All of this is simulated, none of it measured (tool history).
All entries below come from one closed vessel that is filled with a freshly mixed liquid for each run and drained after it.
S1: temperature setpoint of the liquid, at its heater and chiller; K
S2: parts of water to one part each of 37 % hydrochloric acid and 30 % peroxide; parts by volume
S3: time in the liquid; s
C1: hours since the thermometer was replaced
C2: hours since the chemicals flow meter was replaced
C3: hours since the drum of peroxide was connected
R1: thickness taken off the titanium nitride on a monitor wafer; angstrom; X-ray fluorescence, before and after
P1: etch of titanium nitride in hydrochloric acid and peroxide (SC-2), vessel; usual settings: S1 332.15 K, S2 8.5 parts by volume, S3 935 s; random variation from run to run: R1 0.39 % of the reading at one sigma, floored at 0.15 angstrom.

{"run": 1, "hour": 8.0, "S1": 332.15, "S2": 8.5, "S3": 935, "C1": 450.8, "C2": 1911.1, "C3": 227.2, "R1": 482.31}
{"run": 2, "hour": 13.1, "S1": 332.15, "S2": 4.0, "S3": 935, "C1": 455.9, "C2": 1916.2, "C3": 232.3, "R1": 835.93}
{"run": 3, "hour": 17.4, "S1": 340.15, "S2": 8.5, "S3": 1450, "C1": 460.2, "C2": 1920.5, "C3": 236.6, "R1": 1218.7}
{"run": 4, "hour": 25.0, "S1": 341.65, "S2": 8.5, "S3": 935, "C1": 467.8, "C2": 1928.1, "C3": 244.2, "R1": 868.99}
{"hour": 31.3, "done": "chemicals flow meter replaced"}
{"run": 5, "hour": 32.3, "S1": 332.15, "S2": 8.5, "S3": 935, "C1": 475.1, "C2": 1.0, "C3": 251.5, "R1": 484.86}
{"run": 6, "hour": 37.4, "S1": 332.15, "S2": 8.5, "S3": 935, "C1": 480.2, "C2": 6.1, "C3": 256.6, "R1": 482.45}
{"run": 7, "hour": 46.1, "S1": 332.15, "S2": 8.5, "S3": 935, "C1": 488.9, "C2": 14.8, "C3": 265.3, "R1": 481.25}
{"run": 8, "hour": 55.4, "S1": 332.15, "S2": 13.5, "S3": 935, "C1": 498.2, "C2": 24.1, "C3": 274.6, "R1": 327.01}
{"run": 9, "hour": 60.1, "S1": 332.15, "S2": 8.5, "S3": 1665, "C1": 502.9, "C2": 28.8, "C3": 279.3, "R1": 853.61}
{"run": 10, "hour": 65.1, "S1": 317.15, "S2": 8.5, "S3": 935, "C1": 507.9, "C2": 33.8, "C3": 284.3, "R1": 178.73}
{"run": 11, "hour": 71.1, "S1": 332.15, "S2": 8.5, "S3": 520, "C1": 513.9, "C2": 39.8, "C3": 290.3, "R1": 268.79}
{"run": 12, "hour": 77.8, "S1": 332.15, "S2": 8.5, "S3": 935, "C1": 520.6, "C2": 46.5, "C3": 297.0, "R1": 479.67}
{"run": 13, "hour": 83.4, "S1": 332.15, "S2": 8.5, "S3": 935, "C1": 526.2, "C2": 52.1, "C3": 302.6, "R1": 482.62}
{"run": 14, "hour": 89.5, "S1": 332.15, "S2": 8.5, "S3": 935, "C1": 532.3, "C2": 58.2, "C3": 308.7, "R1": 470.73}
{"run": 15, "hour": 97.3, "S1": 332.15, "S2": 8.5, "S3": 935, "C1": 540.1, "C2": 66.0, "C3": 316.5, "R1": 458.41}
{"run": 16, "hour": 104.6, "S1": 332.15, "S2": 8.5, "S3": 935, "C1": 547.4, "C2": 73.3, "C3": 323.8, "R1": 447.08}
{"run": 17, "hour": 113.3, "S1": 332.15, "S2": 8.5, "S3": 935, "C1": 556.1, "C2": 82.0, "C3": 332.5, "R1": 447.08}
{"run": 18, "hour": 117.8, "S1": 332.15, "S2": 8.5, "S3": 935, "C1": 560.6, "C2": 86.5, "C3": 337.0, "R1": 441.45}
{"run": 19, "hour": 122.1, "S1": 332.15, "S2": 8.5, "S3": 935, "C1": 564.9, "C2": 90.8, "C3": 341.3, "R1": 439.8}
{"hour": 124.1, "done": "new drum of peroxide connected"}
{"run": 20, "hour": 131.0, "S1": 332.15, "S2": 8.5, "S3": 935, "C1": 573.8, "C2": 99.7, "C3": 7.0, "R1": 435.17}
{"run": 21, "hour": 139.0, "S1": 332.15, "S2": 8.5, "S3": 935, "C1": 581.8, "C2": 107.7, "C3": 15.0, "R1": 434.52}
{"run": 22, "hour": 145.8, "S1": 332.15, "S2": 8.5, "S3": 935, "C1": 588.6, "C2": 114.5, "C3": 21.8, "R1": 436.25}
{"run": 23, "hour": 150.8, "S1": 332.15, "S2": 8.5, "S3": 935, "C1": 593.6, "C2": 119.5, "C3": 26.8, "R1": 436.22}
{"run": 24, "hour": 158.1, "S1": 332.15, "S2": 8.5, "S3": 935, "C1": 600.9, "C2": 126.8, "C3": 34.1, "R1": 437.85}

What P1 gives has crept away from where it was. These 2 causes fit the log equally well, each at the size given:
A: liquid colder than its thermometer reads (K) = 1.6
B: chemicals flow below the setpoint (%) = 11.6
The process output started creeping at around hour 83.4.
What rules out each remaining cause:
peroxide weaker than its label (%): serviced at hour 124.1, after the change had begun; the process did not return to its earlier output

The 4 check runs listed below each average the results of 2 wafers, and their outcomes are marked with question marks. Under which run would the listed causes produce clearly different results?
{"run": "check 1", "hour": 165.4, "S1": 332.15, "S2": 13.5, "S3": 935, "R1": "?"}
{"run": "check 2", "hour": 165.4, "S1": 318.65, "S2": 4.5, "S3": 935, "R1": "?"}
{"run": "check 3", "hour": 165.4, "S1": 319.65, "S2": 13.0, "S3": 935, "R1": "?"}
{"run": "check 4", "hour": 165.4, "S1": 332.15, "S2": 11.0, "S3": 935, "R1": "?"}

What each check would give under each cause:
check=check_1 result=R1 if_A=294.74 if_B=292.76
check=check_2 result=R1 if_A=286.64 if_B=293.42
check=check_3 result=R1 if_A=133.09 if_B=133.34
check=check_4 result=R1 if_A=351.42 if_B=350.09
Minimum pairwise separation of causes per check, each pair taken at its best-separating result: check 1 0.67 %; check 2 2.34 %; check 3 0.19 %; check 4 0.38 %
Check 2 tells the causes apart: in the others they would give nearly the same result.

With check 2 done, the readings were: R1 291.92 angstrom. Identify which of the listed causes applies.

B is the cause: chemicals flow below the setpoint (%).

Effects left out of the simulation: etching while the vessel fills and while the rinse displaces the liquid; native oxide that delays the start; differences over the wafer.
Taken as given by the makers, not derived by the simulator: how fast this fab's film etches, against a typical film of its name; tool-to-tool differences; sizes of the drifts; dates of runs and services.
